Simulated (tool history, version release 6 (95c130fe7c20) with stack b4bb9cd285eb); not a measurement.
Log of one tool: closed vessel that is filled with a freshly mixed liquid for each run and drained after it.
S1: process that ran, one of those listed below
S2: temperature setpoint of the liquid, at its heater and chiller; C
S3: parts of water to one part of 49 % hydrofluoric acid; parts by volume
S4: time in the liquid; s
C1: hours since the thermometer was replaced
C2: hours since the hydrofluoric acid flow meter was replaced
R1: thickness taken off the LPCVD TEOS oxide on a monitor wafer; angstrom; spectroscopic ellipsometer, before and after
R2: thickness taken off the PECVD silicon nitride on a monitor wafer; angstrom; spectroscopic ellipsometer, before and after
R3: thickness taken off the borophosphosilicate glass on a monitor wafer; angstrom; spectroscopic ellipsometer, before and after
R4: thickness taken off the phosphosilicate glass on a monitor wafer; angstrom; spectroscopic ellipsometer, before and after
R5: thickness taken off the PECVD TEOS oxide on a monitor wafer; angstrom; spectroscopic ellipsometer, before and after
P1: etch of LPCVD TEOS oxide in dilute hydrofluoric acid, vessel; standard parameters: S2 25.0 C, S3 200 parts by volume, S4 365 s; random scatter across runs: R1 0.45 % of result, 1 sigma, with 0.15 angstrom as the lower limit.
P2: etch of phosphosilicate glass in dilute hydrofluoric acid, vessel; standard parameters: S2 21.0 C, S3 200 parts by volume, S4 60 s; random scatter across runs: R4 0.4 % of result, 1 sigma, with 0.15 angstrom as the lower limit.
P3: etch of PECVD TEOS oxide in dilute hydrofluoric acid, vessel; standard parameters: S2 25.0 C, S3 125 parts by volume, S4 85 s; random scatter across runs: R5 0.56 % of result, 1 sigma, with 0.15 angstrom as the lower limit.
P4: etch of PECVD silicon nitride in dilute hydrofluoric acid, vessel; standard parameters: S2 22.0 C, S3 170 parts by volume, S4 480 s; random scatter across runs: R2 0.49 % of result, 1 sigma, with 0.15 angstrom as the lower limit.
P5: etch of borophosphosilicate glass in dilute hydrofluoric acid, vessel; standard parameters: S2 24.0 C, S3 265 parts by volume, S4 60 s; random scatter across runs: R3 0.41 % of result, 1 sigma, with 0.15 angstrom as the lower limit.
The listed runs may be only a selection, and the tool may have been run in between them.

{"run": 1, "hour": 4.9, "S1": "P1", "S2": 25.0, "S3": 200, "S4": 365, "C1": 695.8, "C2": 190.5, "R1": 287.36}
{"run": 2, "hour": 14.4, "S1": "P4", "S2": 22.0, "S3": 170, "S4": 480, "C1": 705.3, "C2": 200.0, "R2": 124.21}
{"run": 3, "hour": 20.9, "S1": "P1", "S2": 25.0, "S3": 200, "S4": 365, "C1": 711.8, "C2": 206.5, "R1": 285.16}
{"run": 4, "hour": 29.4, "S1": "P5", "S2": 24.0, "S3": 265, "S4": 110, "C1": 720.3, "C2": 215.0, "R3": 142.84}
{"run": 5, "hour": 38.0, "S1": "P4", "S2": 22.0, "S3": 170, "S4": 120, "C1": 728.9, "C2": 223.6, "R2": 30.801}
{"run": 6, "hour": 46.4, "S1": "P1", "S2": 25.0, "S3": 200, "S4": 365, "C1": 737.3, "C2": 232.0, "R1": 285.22}
{"run": 7, "hour": 53.7, "S1": "P2", "S2": 21.0, "S3": 200, "S4": 60, "C1": 744.6, "C2": 239.3, "R4": 464.34}
{"run": 8, "hour": 60.4, "S1": "P1", "S2": 32.0, "S3": 200, "S4": 365, "C1": 751.3, "C2": 246.0, "R1": 368.08}
{"run": 9, "hour": 70.8, "S1": "P2", "S2": 29.0, "S3": 200, "S4": 60, "C1": 761.7, "C2": 256.4, "R4": 624.8}
{"run": 10, "hour": 78.9, "S1": "P3", "S2": 25.0, "S3": 200, "S4": 85, "C1": 769.8, "C2": 264.5, "R5": 47.063}
{"run": 11, "hour": 84.5, "S1": "P1", "S2": 25.0, "S3": 200, "S4": 35, "C1": 775.4, "C2": 270.1, "R1": 27.335}
{"run": 12, "hour": 92.7, "S1": "P3", "S2": 31.0, "S3": 125, "S4": 85, "C1": 783.6, "C2": 278.3, "R5": 102.06}
{"run": 13, "hour": 100.6, "S1": "P3", "S2": 25.0, "S3": 125, "S4": 30, "C1": 791.5, "C2": 286.2, "R5": 28.301}
{"run": 14, "hour": 105.8, "S1": "P1", "S2": 25.0, "S3": 200, "S4": 365, "C1": 796.7, "C2": 291.4, "R1": 286.74}
{"run": 15, "hour": 116.3, "S1": "P1", "S2": 32.0, "S3": 50, "S4": 365, "C1": 807.2, "C2": 301.9, "R1": 1802.3}
{"run": 16, "hour": 126.5, "S1": "P1", "S2": 25.0, "S3": 200, "S4": 365, "C1": 817.4, "C2": 312.1, "R1": 287.16}
{"run": 17, "hour": 135.6, "S1": "P2", "S2": 21.0, "S3": 360, "S4": 60, "C1": 826.5, "C2": 321.2, "R4": 222.26}
{"run": 18, "hour": 140.8, "S1": "P1", "S2": 25.0, "S3": 85, "S4": 365, "C1": 831.7, "C2": 326.4, "R1": 772.53}
{"run": 19, "hour": 146.5, "S1": "P4", "S2": 17.0, "S3": 170, "S4": 480, "C1": 837.4, "C2": 332.1, "R2": 88.927}
{"run": 20, "hour": 155.1, "S1": "P1", "S2": 19.0, "S3": 200, "S4": 365, "C1": 846.0, "C2": 340.7, "R1": 226.02}
{"run": 21, "hour": 165.4, "S1": "P3", "S2": 25.0, "S3": 125, "S4": 85, "C1": 856.3, "C2": 351.0, "R5": 81.624}
{"run": 22, "hour": 174.7, "S1": "P3", "S2": 25.0, "S3": 125, "S4": 85, "C1": 865.6, "C2": 360.3, "R5": 82.152}
{"run": 23, "hour": 183.4, "S1": "P1", "S2": 25.0, "S3": 200, "S4": 365, "C1": 874.3, "C2": 369.0, "R1": 287.14}
{"run": 24, "hour": 189.0, "S1": "P1", "S2": 25.0, "S3": 355, "S4": 170, "C1": 879.9, "C2": 374.6, "R1": 63.598}
{"run": 25, "hour": 198.3, "S1": "P4", "S2": 22.0, "S3": 60, "S4": 480, "C1": 889.2, "C2": 383.9, "R2": 344.47}
{"run": 26, "hour": 207.1, "S1": "P1", "S2": 25.0, "S3": 325, "S4": 365, "C1": 898.0, "C2": 392.7, "R1": 154.71}
{"run": 27, "hour": 218.2, "S1": "P5", "S2": 24.0, "S3": 265, "S4": 60, "C1": 909.1, "C2": 403.8, "R3": 77.475}
{"run": 28, "hour": 227.2, "S1": "P5", "S2": 18.5, "S3": 265, "S4": 60, "C1": 918.1, "C2": 412.8, "R3": 62.829}
{"run": 29, "hour": 234.9, "S1": "P2", "S2": 21.0, "S3": 200, "S4": 100, "C1": 925.8, "C2": 420.5, "R4": 779.64}
{"run": 30, "hour": 240.9, "S1": "P1", "S2": 25.0, "S3": 200, "S4": 585, "C1": 931.8, "C2": 426.5, "R1": 457.65}
{"run": 31, "hour": 247.9, "S1": "P5", "S2": 24.0, "S3": 420, "S4": 60, "C1": 938.8, "C2": 433.5, "R3": 42.717}
{"run": 32, "hour": 255.8, "S1": "P1", "S2": 25.0, "S3": 200, "S4": 365, "C1": 946.7, "C2": 441.4, "R1": 286.67}
{"run": 33, "hour": 261.0, "S1": "P1", "S2": 25.0, "S3": 200, "S4": 365, "C1": 951.9, "C2": 446.6, "R1": 296.67}
{"run": 34, "hour": 266.1, "S1": "P1", "S2": 25.0, "S3": 200, "S4": 365, "C1": 957.0, "C2": 451.7, "R1": 300.65}
{"run": 35, "hour": 276.5, "S1": "P1", "S2": 25.0, "S3": 200, "S4": 365, "C1": 967.4, "C2": 462.1, "R1": 307.19}
{"run": 36, "hour": 285.0, "S1": "P1", "S2": 25.0, "S3": 200, "S4": 365, "C1": 975.9, "C2": 470.6, "R1": 308.38}
{"run": 37, "hour": 292.7, "S1": "P1", "S2": 25.0, "S3": 200, "S4": 365, "C1": 983.6, "C2": 478.3, "R1": 312.62}
{"run": 38, "hour": 303.0, "S1": "P1", "S2": 25.0, "S3": 200, "S4": 365, "C1": 993.9, "C2": 488.6, "R1": 311.03}

Compared with where it was, what P1 gives has crept away. Each cause listed below fits the log as well as the rest, at the size given for it:
A: liquid hotter than its thermometer reads (K) = 2.35
B: hydrofluoric acid flow above the setpoint (%) = 7.21
Creep in the process output first set in at about hour 255.8.

Each of the 4 check runs below uses one wafer; its results are left as question marks. Which run tells the causes apart?
{"run": "check 1", "hour": 313.3, "S1": "P5", "S2": 18.5, "S3": 265, "S4": 110, "R3": "?"}
{"run": "check 2", "hour": 313.3, "S1": "P2", "S2": 21.0, "S3": 300, "S4": 90, "R4": "?"}
{"run": "check 3", "hour": 313.3, "S1": "P4", "S2": 22.0, "S3": 80, "S4": 480, "R2": "?"}
{"run": "check 4", "hour": 313.3, "S1": "P3", "S2": 25.0, "S3": 200, "S4": 35, "R5": "?"}

If the cause were each of the candidates in turn, the checks would give the following:
check=check_1 result=R3 if_A=127.020 if_B=126.750
check=check_2 result=R4 if_A=459.41 if_B=461.57
check=check_3 result=R2 if_A=303.840 if_B=277.960
check=check_4 result=R5 if_A=20.977 if_B=20.972
Distance between the nearest two causes, measured in the result of the check that separates them most: check 1 0.22 %; check 2 0.47 %; check 3 8.9 %; check 4 0.03 %
Check 3 distinguishes between the causes, while the remaining checks would return nearly the same result for all of them.

Check 3 was carried out, with these results: R2 276.120 angstrom. Which of the listed causes is responsible?

Of the candidate causes, it is B: hydrofluoric acid flow above the setpoint (%).

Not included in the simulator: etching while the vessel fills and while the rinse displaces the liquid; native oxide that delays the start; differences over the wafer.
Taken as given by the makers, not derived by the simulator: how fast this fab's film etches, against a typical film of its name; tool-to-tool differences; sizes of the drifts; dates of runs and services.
